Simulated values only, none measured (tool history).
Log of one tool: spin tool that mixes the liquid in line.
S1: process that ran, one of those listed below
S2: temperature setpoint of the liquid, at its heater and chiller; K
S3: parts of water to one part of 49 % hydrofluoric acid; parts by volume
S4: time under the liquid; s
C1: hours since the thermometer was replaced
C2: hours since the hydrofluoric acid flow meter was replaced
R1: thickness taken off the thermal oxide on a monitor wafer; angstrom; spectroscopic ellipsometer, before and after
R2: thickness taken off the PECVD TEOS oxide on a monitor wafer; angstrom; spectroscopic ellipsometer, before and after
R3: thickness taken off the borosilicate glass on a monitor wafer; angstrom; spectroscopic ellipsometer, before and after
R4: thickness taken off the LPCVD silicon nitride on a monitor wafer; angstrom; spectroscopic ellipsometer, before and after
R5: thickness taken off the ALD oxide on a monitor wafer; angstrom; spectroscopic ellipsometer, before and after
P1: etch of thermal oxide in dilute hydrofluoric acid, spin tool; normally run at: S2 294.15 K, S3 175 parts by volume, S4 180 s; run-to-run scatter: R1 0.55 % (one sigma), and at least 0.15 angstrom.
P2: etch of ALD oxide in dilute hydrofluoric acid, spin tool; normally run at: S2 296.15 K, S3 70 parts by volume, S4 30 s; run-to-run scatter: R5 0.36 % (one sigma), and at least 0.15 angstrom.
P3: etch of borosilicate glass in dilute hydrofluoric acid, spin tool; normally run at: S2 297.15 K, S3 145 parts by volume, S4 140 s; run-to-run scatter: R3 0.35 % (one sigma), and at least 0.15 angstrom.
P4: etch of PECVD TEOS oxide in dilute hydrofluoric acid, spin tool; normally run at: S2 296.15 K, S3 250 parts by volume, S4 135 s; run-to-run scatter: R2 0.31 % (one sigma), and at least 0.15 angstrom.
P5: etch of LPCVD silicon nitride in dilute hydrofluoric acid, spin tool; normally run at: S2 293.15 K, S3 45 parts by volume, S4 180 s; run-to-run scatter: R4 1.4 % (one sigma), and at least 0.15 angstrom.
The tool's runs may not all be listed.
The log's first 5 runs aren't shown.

run	hour	S1	S2	S3	S4	C1	C2	R1	R2	R3	R4	R5
6	61.3	P3	303.15	145	140	347.4	1500.8			402.060		
7	68.9	P5	293.15	45	180	355.0	1508.4				14.484	
8	77.6	P2	296.15	100	30	363.7	1517.1					59.699
9	86.6	P1	294.15	175	180	372.7	1526.1	40.401				
10	95.6	P3	297.15	255	140	381.7	1535.1			162.900		
11	103.7	P4	290.15	250	135	389.8	1543.2		57.057			
12	111.2	P1	294.15	175	265	397.3	1550.7	58.723				
13	123.2	P5	300.65	45	180	409.3	1562.7				23.590	
14	131.3	P2	290.15	70	30	417.4	1570.8					68.934
15	138.3	P2	296.15	70	30	424.4	1577.8					87.862
16	151.1	P3	297.15	145	15	437.2	1590.6			34.582		
17	159.0	P2	296.15	70	15	445.1	1598.5					44.163
18	171.0	P1	294.15	175	55	457.1	1610.5	12.267				
19	176.8	P1	294.15	325	180	462.9	1616.3	18.867				
20	187.4	P1	290.15	175	180	473.5	1626.9	34.458				
21	198.4	P1	294.15	175	180	484.5	1637.9	40.167				
22	210.3	P3	297.15	145	140	496.4	1649.8			321.770		

The next listed run, before its measurement:
23	221.6	P5	293.15	20	180	507.7	1661.1				?	

Run 23 gave R4 31.870 angstrom.

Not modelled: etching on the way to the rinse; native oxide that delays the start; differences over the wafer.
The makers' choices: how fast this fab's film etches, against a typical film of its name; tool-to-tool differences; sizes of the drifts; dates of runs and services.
